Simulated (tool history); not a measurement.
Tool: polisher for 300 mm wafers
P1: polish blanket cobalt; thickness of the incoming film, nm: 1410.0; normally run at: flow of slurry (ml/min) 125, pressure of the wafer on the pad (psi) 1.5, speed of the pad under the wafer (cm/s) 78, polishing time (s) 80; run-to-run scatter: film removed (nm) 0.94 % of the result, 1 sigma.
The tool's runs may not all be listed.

| run | hour | flow of slurry (ml/min) | pressure of the wafer on the pad (psi) | speed of the pad under the wafer (cm/s) | polishing time (s) | film removed (nm) |
|---|---|---|---|---|---|---|
| 1 | 7.9 | 125 | 1.5 | 78 | 80 | 255.48 |
| 2 | 12.4 | 125 | 1.5 | 78 | 80 | 262.72 |
| 3 | 17.5 | 125 | 1.5 | 78 | 80 | 257.12 |
| 4 | 26.4 | 165 | 1.5 | 78 | 80 | 270.69 |
| 5 | 31.5 | 125 | 1.5 | 78 | 80 | 255.89 |
|  | 38.6 | slurry nozzle cleaned |
| 6 | 39.2 | 75 | 1.5 | 78 | 80 | 221.1 |
| 7 | 44.4 | 125 | 1.5 | 108 | 80 | 357.34 |
| 8 | 51.8 | 125 | 0.9 | 78 | 80 | 154.24 |
| 9 | 60.7 | 75 | 1.5 | 78 | 49 | 137.1 |
| 10 | 68.4 | 125 | 1.5 | 78 | 80 | 257 |
| 11 | 73.7 | 125 | 1.5 | 38 | 80 | 127.39 |
| 12 | 82.9 | 125 | 1.5 | 78 | 80 | 254.74 |
| 13 | 90.3 | 125 | 1.5 | 78 | 36 | 115.97 |
| 14 | 99.3 | 125 | 2.3 | 78 | 80 | 389.3 |
| 15 | 103.3 | 125 | 1.5 | 78 | 111 | 352.05 |
| 16 | 110.2 | 85 | 1.5 | 42 | 80 | 126.9 |

Run 17 comes next. What will it give?
| 17 | 114.2 | 125 | 1.5 | 78 | 80 | ? |

Run 17 gave film removed (nm) 258.37.

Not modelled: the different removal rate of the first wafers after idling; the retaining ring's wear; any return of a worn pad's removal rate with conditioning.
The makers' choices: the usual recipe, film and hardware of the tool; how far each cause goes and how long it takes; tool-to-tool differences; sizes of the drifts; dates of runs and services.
